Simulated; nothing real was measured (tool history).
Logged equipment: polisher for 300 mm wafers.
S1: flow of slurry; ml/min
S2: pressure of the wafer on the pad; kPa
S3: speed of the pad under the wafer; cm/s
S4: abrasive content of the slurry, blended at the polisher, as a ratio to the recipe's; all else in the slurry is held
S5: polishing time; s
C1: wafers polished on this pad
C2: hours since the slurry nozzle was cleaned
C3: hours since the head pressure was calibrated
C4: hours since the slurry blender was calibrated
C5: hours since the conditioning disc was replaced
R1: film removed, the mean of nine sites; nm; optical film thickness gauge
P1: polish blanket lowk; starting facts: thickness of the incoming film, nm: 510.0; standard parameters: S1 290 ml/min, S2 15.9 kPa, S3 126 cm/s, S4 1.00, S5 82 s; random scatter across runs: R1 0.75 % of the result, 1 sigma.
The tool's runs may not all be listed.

Run 1, hour 4.9: S1 290 ml/min, S2 15.9 kPa, S3 126 cm/s, S4 1.00, S5 82 s; C1 327; C2 131.3; C3 181.6; C4 27.3; C5 178.0. Result: R1 54.041 nm.
Run 2, hour 8.6: S1 290 ml/min, S2 15.9 kPa, S3 126 cm/s, S4 1.00, S5 82 s; C1 347; C2 135.0; C3 185.3; C4 31.0; C5 181.7. Result: R1 54.126 nm.
Run 3, hour 12.2: S1 290 ml/min, S2 15.9 kPa, S3 126 cm/s, S4 1.00, S5 82 s; C1 367; C2 138.6; C3 188.9; C4 34.6; C5 185.3. Result: R1 53.656 nm.
Run 4, hour 15.4: S1 290 ml/min, S2 15.9 kPa, S3 74 cm/s, S4 1.00, S5 82 s; C1 384; C2 141.8; C3 192.1; C4 37.8; C5 188.5. Result: R1 35.309 nm.
Run 5, hour 19.0: S1 455 ml/min, S2 15.9 kPa, S3 126 cm/s, S4 1.00, S5 82 s; C1 404; C2 145.4; C3 195.7; C4 41.4; C5 192.1. Result: R1 55.899 nm.
Run 6, hour 22.9: S1 175 ml/min, S2 15.9 kPa, S3 126 cm/s, S4 1.00, S5 82 s; C1 425; C2 149.3; C3 199.6; C4 45.3; C5 196.0. Result: R1 50.703 nm.
Run 7, hour 26.6: S1 290 ml/min, S2 15.9 kPa, S3 164 cm/s, S4 1.00, S5 82 s; C1 445; C2 153.0; C3 203.3; C4 49.0; C5 199.7. Result: R1 66.689 nm.
Run 8, hour 30.4: S1 290 ml/min, S2 15.9 kPa, S3 126 cm/s, S4 1.00, S5 58 s; C1 465; C2 156.8; C3 207.1; C4 52.8; C5 203.5. Result: R1 38.439 nm.
Run 9, hour 35.5: S1 290 ml/min, S2 23.4 kPa, S3 126 cm/s, S4 1.00, S5 82 s; C1 493; C2 161.9; C3 212.2; C4 57.9; C5 208.6. Result: R1 79.698 nm.
Run 10, hour 40.8: S1 290 ml/min, S2 15.9 kPa, S3 126 cm/s, S4 1.30, S5 82 s; C1 522; C2 167.2; C3 217.5; C4 63.2; C5 213.9. Result: R1 60.106 nm.
Run 11, hour 44.2: S1 290 ml/min, S2 15.9 kPa, S3 126 cm/s, S4 0.55, S5 82 s; C1 540; C2 170.6; C3 220.9; C4 66.6; C5 217.3. Result: R1 39.431 nm.
Run 12, hour 49.5: S1 290 ml/min, S2 15.9 kPa, S3 126 cm/s, S4 1.00, S5 82 s; C1 569; C2 175.9; C3 226.2; C4 71.9; C5 222.6. Result: R1 53.678 nm.
Run 13, hour 54.1: S1 290 ml/min, S2 15.9 kPa, S3 126 cm/s, S4 1.00, S5 127 s; C1 594; C2 180.5; C3 230.8; C4 76.5; C5 227.2. Result: R1 83.000 nm.
Run 14, hour 58.6: S1 290 ml/min, S2 15.9 kPa, S3 126 cm/s, S4 1.00, S5 82 s; C1 618; C2 185.0; C3 235.3; C4 81.0; C5 231.7. Result: R1 53.785 nm.
Run 15, hour 62.0: S1 290 ml/min, S2 15.9 kPa, S3 192 cm/s, S4 1.00, S5 50 s; C1 637; C2 188.4; C3 238.7; C4 84.4; C5 235.1. Result: R1 45.603 nm.
Run 16, hour 67.6: S1 290 ml/min, S2 11.0 kPa, S3 126 cm/s, S4 1.00, S5 39 s; C1 667; C2 194.0; C3 244.3; C4 90.0; C5 240.7. Result: R1 17.814 nm.
Run 17, hour 72.0: S1 290 ml/min, S2 15.9 kPa, S3 126 cm/s, S4 1.00, S5 82 s; C1 691; C2 198.4; C3 248.7; C4 94.4; C5 245.1. Result: R1 54.609 nm.
Run 18, hour 77.4: S1 290 ml/min, S2 15.9 kPa, S3 92 cm/s, S4 1.00, S5 119 s; C1 720; C2 203.8; C3 254.1; C4 99.8; C5 250.5. Result: R1 59.724 nm.
Run 19, hour 81.3: S1 290 ml/min, S2 6.9 kPa, S3 126 cm/s, S4 1.00, S5 82 s; C1 741; C2 207.7; C3 258.0; C4 103.7; C5 254.4. Result: R1 23.494 nm.
Run 20, hour 84.9: S1 290 ml/min, S2 15.9 kPa, S3 126 cm/s, S4 1.00, S5 82 s; C1 761; C2 211.3; C3 261.6; C4 107.3; C5 258.0. Result: R1 54.586 nm.
Run 21, hour 89.9: S1 290 ml/min, S2 15.9 kPa, S3 126 cm/s, S4 1.00, S5 82 s; C1 788; C2 216.3; C3 266.6; C4 112.3; C5 263.0. Result: R1 53.887 nm.
Run 22, hour 93.4: S1 290 ml/min, S2 15.9 kPa, S3 126 cm/s, S4 1.00, S5 82 s; C1 807; C2 219.8; C3 270.1; C4 115.8; C5 266.5. Result: R1 52.629 nm.
Run 23, hour 98.9: S1 290 ml/min, S2 15.9 kPa, S3 126 cm/s, S4 1.00, S5 82 s; C1 837; C2 225.3; C3 275.6; C4 121.3; C5 272.0. Result: R1 51.283 nm.
Run 24, hour 103.8: S1 290 ml/min, S2 15.9 kPa, S3 126 cm/s, S4 1.00, S5 82 s; C1 863; C2 230.2; C3 280.5; C4 126.2; C5 276.9. Result: R1 50.274 nm.
Run 25, hour 107.3: S1 290 ml/min, S2 15.9 kPa, S3 126 cm/s, S4 1.00, S5 82 s; C1 882; C2 233.7; C3 284.0; C4 129.7; C5 280.4. Result: R1 48.957 nm.
Run 26, hour 111.7: S1 290 ml/min, S2 15.9 kPa, S3 126 cm/s, S4 1.00, S5 82 s; C1 906; C2 238.1; C3 288.4; C4 134.1; C5 284.8. Result: R1 48.881 nm.

Predict the results of run 27:
At hour 112.6: head pressure recalibrated.
Run 27, hour 114.8: S1 290 ml/min, S2 15.9 kPa, S3 126 cm/s, S4 1.00, S5 82 s; C1 923; C2 241.2; C3 2.2; C4 137.2; C5 287.9. Result: R1 ?.

For run 27 the tool returned R1 47.859 nm.
